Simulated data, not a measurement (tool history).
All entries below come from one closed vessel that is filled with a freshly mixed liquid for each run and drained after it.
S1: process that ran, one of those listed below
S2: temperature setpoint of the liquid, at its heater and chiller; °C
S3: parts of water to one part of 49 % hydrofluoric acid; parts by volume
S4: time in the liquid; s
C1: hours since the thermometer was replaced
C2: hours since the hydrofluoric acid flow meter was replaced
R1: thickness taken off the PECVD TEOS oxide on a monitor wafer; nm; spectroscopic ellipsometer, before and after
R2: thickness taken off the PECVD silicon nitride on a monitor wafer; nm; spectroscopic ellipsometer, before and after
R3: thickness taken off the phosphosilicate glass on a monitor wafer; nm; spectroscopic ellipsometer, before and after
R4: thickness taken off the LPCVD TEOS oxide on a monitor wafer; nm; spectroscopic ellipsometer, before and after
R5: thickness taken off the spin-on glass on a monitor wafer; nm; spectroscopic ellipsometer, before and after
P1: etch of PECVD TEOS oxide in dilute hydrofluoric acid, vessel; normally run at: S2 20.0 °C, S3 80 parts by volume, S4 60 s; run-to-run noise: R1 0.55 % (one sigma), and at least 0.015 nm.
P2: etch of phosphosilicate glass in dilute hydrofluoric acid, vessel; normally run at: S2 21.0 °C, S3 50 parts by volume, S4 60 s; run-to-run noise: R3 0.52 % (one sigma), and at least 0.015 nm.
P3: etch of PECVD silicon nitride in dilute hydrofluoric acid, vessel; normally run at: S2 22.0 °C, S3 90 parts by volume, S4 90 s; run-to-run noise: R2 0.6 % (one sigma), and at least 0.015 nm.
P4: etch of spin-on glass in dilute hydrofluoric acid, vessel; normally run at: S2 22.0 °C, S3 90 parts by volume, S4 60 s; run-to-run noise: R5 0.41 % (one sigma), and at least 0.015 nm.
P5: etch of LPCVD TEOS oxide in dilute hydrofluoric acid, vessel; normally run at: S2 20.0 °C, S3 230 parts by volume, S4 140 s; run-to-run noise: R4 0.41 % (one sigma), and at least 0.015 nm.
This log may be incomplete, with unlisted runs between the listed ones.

run 1 hour=3.2 | S1=P1 S2=20.0 S3=80 S4=60 | C1=705.2 C2=415.8 | R1=18.9660
run 2 hour=8.2 | S1=P3 S2=22.0 S3=90 S4=90 | C1=710.2 C2=420.8 | R2=4.9860
run 3 hour=11.6 | S1=P2 S2=17.0 S3=50 S4=60 | C1=713.6 C2=424.2 | R3=193.33
run 4 hour=15.1 | S1=P1 S2=25.5 S3=80 S4=60 | C1=717.1 C2=427.7 | R1=23.5240
run 5 hour=20.8 | S1=P1 S2=20.0 S3=80 S4=85 | C1=722.8 C2=433.4 | R1=26.5860
run 6 hour=24.6 | S1=P1 S2=20.0 S3=25 S4=60 | C1=726.6 C2=437.2 | R1=64.1030
run 7 hour=28.6 | S1=P3 S2=22.0 S3=125 S4=90 | C1=730.6 C2=441.2 | R2=3.5954
run 8 hour=33.6 | S1=P2 S2=21.0 S3=20 S4=60 | C1=735.6 C2=446.2 | R3=587.94
run 9 hour=36.4 | S1=P5 S2=20.0 S3=45 S4=140 | C1=738.4 C2=449.0 | R4=84.524
run 10 hour=42.0 | S1=P1 S2=20.0 S3=140 S4=60 | C1=744.0 C2=454.6 | R1=10.0500
run 11 hour=47.4 | S1=P4 S2=22.0 S3=90 S4=60 | C1=749.4 C2=460.0 | R5=37.413
run 12 hour=51.9 | S1=P3 S2=22.0 S3=90 S4=35 | C1=753.9 C2=464.5 | R2=1.9267
run 13 hour=54.7 | S1=P1 S2=20.0 S3=115 S4=95 | C1=756.7 C2=467.3 | R1=19.9730
run 14 hour=57.5 | S1=P4 S2=28.5 S3=90 S4=60 | C1=759.5 C2=470.1 | R5=47.917
run 15 hour=63.2 | S1=P1 S2=20.0 S3=80 S4=60 | C1=765.2 C2=475.8 | R1=18.8390
run 16 hour=68.4 | S1=P5 S2=20.0 S3=230 S4=30 | C1=770.4 C2=481.0 | R4=2.941
run 17 hour=73.4 | S1=P4 S2=22.0 S3=55 S4=60 | C1=775.4 C2=486.0 | R5=63.500
run 18 hour=79.3 | S1=P3 S2=22.0 S3=90 S4=90 | C1=781.3 C2=491.9 | R2=4.9512
run 19 hour=85.1 | S1=P2 S2=21.0 S3=50 S4=115 | C1=787.1 C2=497.7 | R3=440.14
run 20 hour=90.0 | S1=P4 S2=22.0 S3=90 S4=110 | C1=792.0 C2=502.6 | R5=68.328
run 21 hour=95.0 | S1=P5 S2=20.0 S3=230 S4=140 | C1=797.0 C2=507.6 | R4=13.572
run 22 hour=98.3 | S1=P3 S2=27.5 S3=90 S4=90 | C1=800.3 C2=510.9 | R2=7.1647
run 23 hour=104.2 | S1=P1 S2=20.0 S3=80 S4=60 | C1=806.2 C2=516.8 | R1=18.8780
run 24 hour=107.7 | S1=P1 S2=17.0 S3=130 S4=60 | C1=809.7 C2=520.3 | R1=9.7820
run 25 hour=112.1 | S1=P1 S2=20.0 S3=80 S4=30 | C1=814.1 C2=524.7 | R1=9.4157
run 26 hour=116.6 | S1=P5 S2=17.0 S3=230 S4=140 | C1=818.6 C2=529.2 | R4=12.073
run 27 hour=122.3 | S1=P1 S2=17.0 S3=80 S4=60 | C1=824.3 C2=534.9 | R1=16.6820
run 28 hour=128.4 | S1=P1 S2=20.0 S3=80 S4=60 | C1=830.4 C2=541.0 | R1=18.8860
run 29 hour=131.7 | S1=P4 S2=22.0 S3=90 S4=60 | C1=833.7 C2=544.3 | R5=37.291
run 30 hour=134.5 | S1=P2 S2=21.0 S3=50 S4=60 | C1=836.5 C2=547.1 | R3=226.87
run 31 hour=138.5 | S1=P1 S2=20.0 S3=80 S4=60 | C1=840.5 C2=551.1 | R1=18.7840
run 32 hour=142.5 | S1=P1 S2=20.0 S3=80 S4=60 | C1=844.5 C2=555.1 | R1=18.7230
run 33 hour=147.2 | S1=P1 S2=20.0 S3=80 S4=60 | C1=849.2 C2=559.8 | R1=18.7720
run 34 hour=150.8 | S1=P1 S2=20.0 S3=80 S4=60 | C1=852.8 C2=563.4 | R1=18.9360
run 35 hour=156.7 | S1=P1 S2=20.0 S3=80 S4=60 | C1=858.7 C2=569.3 | R1=18.2820
run 36 hour=162.2 | S1=P1 S2=20.0 S3=80 S4=60 | C1=864.2 C2=574.8 | R1=17.9680
run 37 hour=165.7 | S1=P1 S2=20.0 S3=80 S4=60 | C1=867.7 C2=578.3 | R1=17.7480
run 38 hour=170.8 | S1=P1 S2=20.0 S3=80 S4=60 | C1=872.8 C2=583.4 | R1=17.7460
run 39 hour=174.5 | S1=P1 S2=20.0 S3=80 S4=60 | C1=876.5 C2=587.1 | R1=17.5250
run 40 hour=179.7 | S1=P1 S2=20.0 S3=80 S4=60 | C1=881.7 C2=592.3 | R1=17.7770
run 41 hour=182.5 | S1=P1 S2=20.0 S3=80 S4=60 | C1=884.5 C2=595.1 | R1=17.3280

Compared with where it was, what P1 gives has crept away. Each cause listed below fits the log as well as the rest, at the size given for it:
A: hydrofluoric acid flow below the setpoint (%) = 6.12
B: liquid colder than its thermometer reads (K) = 1.65
Onset of the creep was near hour 150.8.

Of the 4 check runs below, each run on 2 wafers with the results averaged and each result still a question mark, which one would tell the listed causes apart?
run check 1 hour=185.3 | S1=P5 S2=20.0 S3=80 S4=50 | R4=?
run check 2 hour=185.3 | S1=P3 S2=22.0 S3=120 S4=90 | R2=?
run check 3 hour=185.3 | S1=P4 S2=25.5 S3=60 S4=60 | R5=?
run check 4 hour=185.3 | S1=P2 S2=18.0 S3=25 S4=60 | R3=?

Check results expected under each cause:
check=check_1 result=R4 if_A=15.255 if_B=15.256
check=check_2 result=R2 if_A=3.5245 if_B=3.3580
check=check_3 result=R5 if_A=62.638 if_B=62.727
check=check_4 result=R3 if_A=388.11 if_B=385.07
How far apart the two closest causes lie, in the result that separates them most: check 1 0 %; check 2 4.84 %; check 3 0.14 %; check 4 0.79 %
Check 2 tells the causes apart: in the others they would give nearly the same result.

Running check 2 produced the following: R2 3.3867 nm. Which one of the listed causes fits?

Of the candidate causes, it is B: liquid colder than its thermometer reads (K).

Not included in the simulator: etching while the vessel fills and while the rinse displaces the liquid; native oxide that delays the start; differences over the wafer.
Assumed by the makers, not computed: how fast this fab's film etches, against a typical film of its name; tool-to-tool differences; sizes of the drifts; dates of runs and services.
